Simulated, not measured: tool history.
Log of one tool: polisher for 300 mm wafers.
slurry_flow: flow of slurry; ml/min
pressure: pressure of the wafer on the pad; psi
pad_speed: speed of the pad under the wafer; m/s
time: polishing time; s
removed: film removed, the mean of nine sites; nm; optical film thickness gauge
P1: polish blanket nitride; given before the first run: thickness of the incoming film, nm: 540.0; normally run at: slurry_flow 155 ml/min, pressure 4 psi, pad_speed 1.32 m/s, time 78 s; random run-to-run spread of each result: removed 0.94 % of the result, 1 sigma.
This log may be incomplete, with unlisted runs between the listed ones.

run,hour,slurry_flow,pressure,pad_speed,time,removed
1,3.7,155,4,1.32,78,176.7
2,5.9,245,4,1.32,78,194.54
3,9.4,95,4,1.32,78,164.3
4,12.1,155,6.2,1.32,78,276.75
5,15,155,5.7,1.32,42,138.16
6,19.4,155,4,1.32,78,181.72
7,24.6,155,4,1.32,117,272.08
8,28.7,155,1.9,1.32,78,86.187
9,32.4,155,4,1.32,78,182.36
10,36.7,155,4,1.32,78,179.72
11,40.6,155,4,1.32,78,181.01
12,42.9,155,4,1.32,44,100.62
13,45.4,155,4,2.06,78,254.07
14,48,205,4,1.32,115,273.49
15,52.3,155,4,0.84,78,124.43
16,56.9,155,4,1.32,78,181.85
17,59.6,155,4,1.32,78,175.54
18,62.4,155,4,1.32,78,170.68
19,64.9,155,4,1.32,78,171.47
20,69.9,155,4,1.32,78,168.38
# hour 73: head pressure recalibrated
21,73.9,155,4,1.32,78,161.75
22,77,155,4,1.32,78,162.87
23,81.4,155,4,1.32,78,163.93
24,85.2,155,4,1.32,78,161.47
25,90.3,155,4,1.32,78,161.33
26,95.6,155,4,1.32,78,163.45
27,98,155,4,1.32,78,163.86

Something has made what P1 gives creep away from where it was; the 2 causes below, each at its own stated size, fit the log equally well:
A: removal rate lost through wear of the pad, % = 10.2
B: slurry flow missing at the pad, % = 39.7
The process output started creeping at around hour 56.9.
Each remaining cause and why it is not a fit:
head's pressure below its setpoint, %: was serviced at hour 73, once the creep was under way, yet the earlier output never came back

Which of the 4 check runs listed below, each an average over 2 wafers with its results shown as question marks, gives clearly different results under the different listed causes?
check 1,100.4,155,2.6,1.32,112,?
check 2,100.4,95,4,2.02,78,?
check 3,100.4,155,6,1.32,44,?
check 4,100.4,155,2.7,1.32,78,?

If the cause were each of the candidates in turn, the checks would give the following:
check,result,if A,if B
check 1,removed,150.71,150.69
check 2,removed,204.65,193.23
check 3,removed,136.63,136.62
check 4,removed,109,108.98
Separation of the two closest causes in each check, using whichever result separates them best: check 1 0.01 %; check 2 5.74 %; check 3 0.01 %; check 4 0.01 %
Check 2 tells the causes apart: in the others they would give nearly the same result.

Check 2 was carried out, with these results: removed 204.89 nm. Which of the listed causes is responsible?

The cause is A: removal rate lost through wear of the pad, %.
